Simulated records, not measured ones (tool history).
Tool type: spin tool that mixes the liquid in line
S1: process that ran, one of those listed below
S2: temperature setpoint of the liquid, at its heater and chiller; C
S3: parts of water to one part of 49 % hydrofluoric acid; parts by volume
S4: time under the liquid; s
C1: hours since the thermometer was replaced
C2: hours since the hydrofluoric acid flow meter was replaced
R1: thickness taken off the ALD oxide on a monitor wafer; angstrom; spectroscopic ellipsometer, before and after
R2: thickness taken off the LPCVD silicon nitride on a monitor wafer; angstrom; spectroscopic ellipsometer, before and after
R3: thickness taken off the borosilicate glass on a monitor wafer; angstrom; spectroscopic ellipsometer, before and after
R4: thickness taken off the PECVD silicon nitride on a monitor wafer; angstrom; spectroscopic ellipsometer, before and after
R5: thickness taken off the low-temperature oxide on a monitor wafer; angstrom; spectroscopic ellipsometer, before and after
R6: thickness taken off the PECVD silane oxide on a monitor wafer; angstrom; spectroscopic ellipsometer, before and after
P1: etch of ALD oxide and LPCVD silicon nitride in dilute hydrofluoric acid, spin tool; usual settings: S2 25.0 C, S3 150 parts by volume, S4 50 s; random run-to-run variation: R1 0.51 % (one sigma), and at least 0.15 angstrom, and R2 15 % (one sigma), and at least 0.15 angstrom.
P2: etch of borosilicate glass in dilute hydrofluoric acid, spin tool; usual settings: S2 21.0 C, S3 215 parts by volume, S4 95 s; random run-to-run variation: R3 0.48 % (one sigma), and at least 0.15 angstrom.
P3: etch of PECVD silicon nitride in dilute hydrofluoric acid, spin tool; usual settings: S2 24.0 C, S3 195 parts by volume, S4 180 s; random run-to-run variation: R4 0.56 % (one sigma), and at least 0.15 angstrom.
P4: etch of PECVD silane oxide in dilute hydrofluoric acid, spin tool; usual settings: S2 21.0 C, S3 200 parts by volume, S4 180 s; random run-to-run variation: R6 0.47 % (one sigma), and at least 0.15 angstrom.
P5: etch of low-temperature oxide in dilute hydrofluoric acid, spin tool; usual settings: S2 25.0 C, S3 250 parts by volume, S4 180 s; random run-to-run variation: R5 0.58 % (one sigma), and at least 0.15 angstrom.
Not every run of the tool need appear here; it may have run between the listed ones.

run	day	S1	S2	S3	S4	C1	C2	R1	R2	R3	R4	R5	R6
1	0.204	P1	25.0	150	50	362.7	317.3	44.123	1.45690				
2	0.408	P2	21.0	215	95	367.6	322.2			121.400			
3	0.538	P1	25.0	150	80	370.7	325.3	69.878	2.50520				
4	0.667	P2	17.0	215	95	373.8	328.4			102.740			
5	0.775	P3	24.0	90	180	376.4	331.0				113.050		
6	0.921	P5	25.0	250	180	379.9	334.5					126.960	
7	1.104	P2	21.0	215	95	384.3	338.9			121.000			
8	1.267	P3	24.0	195	180	388.2	342.8				53.644		
9	1.483	P4	17.0	200	180	393.4	348.0						258.23
10	1.625	P1	25.0	150	50	396.8	351.4	44.169	1.77600				
11	1.854	P1	25.0	150	50	402.3	356.9	43.978	1.60040				
12	2.083	P1	25.0	150	50	407.8	362.4	43.687	1.89810				
13	2.188	P5	25.0	65	180	410.3	364.9					608.120	
14	2.304	P4	21.0	200	180	413.1	367.7						303.26
15	2.479	P1	30.5	150	20	417.3	371.9	21.799	0.69000				
16	2.646	P4	21.0	115	180	421.3	375.9						574.57
17	2.783	P4	21.0	200	180	424.6	379.2						303.14
18	2.929	P1	25.0	45	15	428.1	382.7	50.477	2.01610				
19	3.138	P2	21.0	215	45	433.1	387.7			56.942			
20	3.371	P5	33.0	250	180	438.7	393.3					166.770	
21	3.517	P4	21.0	200	265	442.2	396.8						447.06
22	3.679	P1	25.0	210	50	446.1	400.7	29.221	0.92695				
23	3.858	P5	25.0	250	45	450.4	405.0					32.154	
24	4.046	P3	24.0	195	355	454.9	409.5				103.980		
25	4.254	P3	31.0	195	180	459.9	414.5				81.930		
26	4.379	P1	30.5	150	50	462.9	417.5	53.569	3.21600				
27	4.504	P1	25.0	85	50	465.9	420.5	83.147	3.28100				
28	4.683	P5	25.0	250	180	470.2	424.8					128.820	
29	4.846	P1	20.0	150	50	474.1	428.7	36.272	0.95382				
30	5.054	P1	25.0	150	50	479.1	433.7	43.654	1.82720				
31	5.204	P2	21.0	75	95	482.7	437.3			400.770			
32	5.350	P1	25.0	150	25	486.2	440.8	22.208	0.81589				
33	5.579	P1	25.0	150	50	491.7	446.3	43.571	1.36630				
34	5.800	P1	25.0	150	50	497.0	451.6	42.458	1.85440				
35	6.021	P1	25.0	150	50	502.3	456.9	42.210	1.84620				
36	6.183	P1	25.0	150	50	506.2	460.8	42.421	1.30390				
37	6.408	P1	25.0	150	50	511.6	466.2	41.879	1.81690				
38	6.538	P1	25.0	150	50	514.7	469.3	41.365	1.46550				
39	6.671	P1	25.0	150	50	517.9	472.5	41.263	1.27710				
40	6.808	P1	25.0	150	50	521.2	475.8	41.486	1.84150				
41	6.925	P1	25.0	150	50	524.0	478.6	41.480	1.73620				
42	7.042	P1	25.0	150	50	526.8	481.4	41.659	2.14280				
43	7.188	P1	25.0	150	50	530.3	484.9	41.431	1.68440				

What P1 gives has crept off from where it sat before. The 2 causes that follow fit the log equally well, each at the size noted:
A: hydrofluoric acid flow below the setpoint (%) = 4.5
B: liquid colder than its thermometer reads (K) = 1.43
Onset of the creep was near day 5.579.

4 check runs are offered, one wafer each, their results left as question marks. Which one tells the causes apart?
check 1	7.333	P5	33.0	75	180							?	
check 2	7.333	P2	17.0	90	95					?			
check 3	7.333	P3	24.0	195	295						?		
check 4	7.333	P4	21.0	135	180								?

Expected result of each check under each candidate cause:
check	result	if A	if B
check 1	R5	672.680	671.210
check 2	R3	264.680	261.890
check 3	R4	82.867	79.172
check 4	R6	454.42	452.44
Distance between the nearest two causes, measured in the result of the check that separates them most: check 1 0.22 %; check 2 1.06 %; check 3 4.56 %; check 4 0.44 %
Only check 3 tells the causes apart: in the others they would give nearly the same result.

Here is what check 3 returned: R4 83.090 angstrom. Which cause is it?

A is the cause: hydrofluoric acid flow below the setpoint (%).

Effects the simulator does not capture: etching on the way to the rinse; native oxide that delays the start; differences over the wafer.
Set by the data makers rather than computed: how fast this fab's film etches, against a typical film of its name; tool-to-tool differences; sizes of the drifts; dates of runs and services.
